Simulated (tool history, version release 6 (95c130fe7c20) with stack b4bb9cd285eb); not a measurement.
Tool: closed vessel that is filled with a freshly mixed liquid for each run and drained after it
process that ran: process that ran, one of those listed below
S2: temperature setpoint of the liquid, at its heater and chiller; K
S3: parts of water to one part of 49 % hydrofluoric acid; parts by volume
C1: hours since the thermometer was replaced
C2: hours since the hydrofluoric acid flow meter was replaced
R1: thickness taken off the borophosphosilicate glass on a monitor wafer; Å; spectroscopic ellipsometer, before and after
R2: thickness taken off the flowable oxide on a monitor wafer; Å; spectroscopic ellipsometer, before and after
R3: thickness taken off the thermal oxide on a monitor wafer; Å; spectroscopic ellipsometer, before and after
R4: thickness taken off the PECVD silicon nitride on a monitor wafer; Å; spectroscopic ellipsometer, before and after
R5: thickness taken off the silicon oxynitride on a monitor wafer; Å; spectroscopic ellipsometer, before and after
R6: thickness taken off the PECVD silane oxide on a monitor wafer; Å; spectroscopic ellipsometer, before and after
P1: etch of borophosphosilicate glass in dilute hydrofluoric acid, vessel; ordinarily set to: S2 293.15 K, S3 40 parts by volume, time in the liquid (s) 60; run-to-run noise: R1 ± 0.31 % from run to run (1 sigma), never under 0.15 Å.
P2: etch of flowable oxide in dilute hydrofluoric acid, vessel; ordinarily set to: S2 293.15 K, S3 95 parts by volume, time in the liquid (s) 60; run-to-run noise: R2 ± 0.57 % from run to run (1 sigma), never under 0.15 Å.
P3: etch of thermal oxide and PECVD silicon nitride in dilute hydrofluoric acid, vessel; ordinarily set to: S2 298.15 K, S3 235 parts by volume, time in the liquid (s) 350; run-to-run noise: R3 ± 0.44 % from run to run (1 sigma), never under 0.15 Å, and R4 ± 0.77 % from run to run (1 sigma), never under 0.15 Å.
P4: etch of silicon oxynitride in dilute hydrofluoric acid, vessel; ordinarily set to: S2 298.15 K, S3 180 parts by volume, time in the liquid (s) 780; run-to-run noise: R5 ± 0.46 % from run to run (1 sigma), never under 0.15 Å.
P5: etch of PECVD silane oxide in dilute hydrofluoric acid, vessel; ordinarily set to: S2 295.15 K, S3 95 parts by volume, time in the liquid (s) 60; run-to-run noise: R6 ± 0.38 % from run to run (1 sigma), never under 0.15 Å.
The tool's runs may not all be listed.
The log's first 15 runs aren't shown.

Run 16, hour 238.7: process that ran P1, S2 293.15 K, S3 40 parts by volume, time in the liquid (s) 60; C1 586.9; C2 1116.2. Result: R1 347.86 Å.
Run 17, hour 253.5: process that ran P1, S2 293.15 K, S3 40 parts by volume, time in the liquid (s) 60; C1 601.7; C2 1131.0. Result: R1 348.26 Å.
Run 18, hour 268.8: process that ran P4, S2 290.65 K, S3 180 parts by volume, time in the liquid (s) 780; C1 617.0; C2 1146.3. Result: R5 64.842 Å.
Run 19, hour 287.1: process that ran P4, S2 298.15 K, S3 180 parts by volume, time in the liquid (s) 780; C1 635.3; C2 1164.6. Result: R5 91.572 Å.
Run 20, hour 299.8: process that ran P2, S2 293.15 K, S3 95 parts by volume, time in the liquid (s) 60; C1 648.0; C2 1177.3. Result: R2 175.26 Å.
Run 21, hour 308.2: process that ran P4, S2 298.15 K, S3 180 parts by volume, time in the liquid (s) 1565; C1 656.4; C2 1185.7. Result: R5 183.230 Å.
Run 22, hour 319.5: process that ran P4, S2 298.15 K, S3 180 parts by volume, time in the liquid (s) 780; C1 667.7; C2 1197.0. Result: R5 91.631 Å.
Run 23, hour 333.1: process that ran P1, S2 290.15 K, S3 40 parts by volume, time in the liquid (s) 60; C1 681.3; C2 1210.6. Result: R1 305.20 Å.
Run 24, hour 341.4: process that ran P1, S2 293.15 K, S3 40 parts by volume, time in the liquid (s) 85; C1 689.6; C2 1218.9. Result: R1 493.43 Å.
Run 25, hour 350.9: process that ran P5, S2 295.15 K, S3 95 parts by volume, time in the liquid (s) 95; C1 699.1; C2 1228.4. Result: R6 431.06 Å.
Run 26, hour 362.7: process that ran P1, S2 293.15 K, S3 40 parts by volume, time in the liquid (s) 60; C1 710.9; C2 1240.2. Result: R1 349.57 Å.
Run 27, hour 372.7: process that ran P5, S2 290.15 K, S3 95 parts by volume, time in the liquid (s) 60; C1 720.9; C2 1250.2. Result: R6 221.82 Å.

Expected results for the next run?
Run 28, hour 381.1: process that ran P3, S2 298.15 K, S3 235 parts by volume, time in the liquid (s) 30; C1 729.3; C2 1258.6. Result: R3 ?, R4 ?.

R3: 5.3214 Å
R4: 2.2519 Å
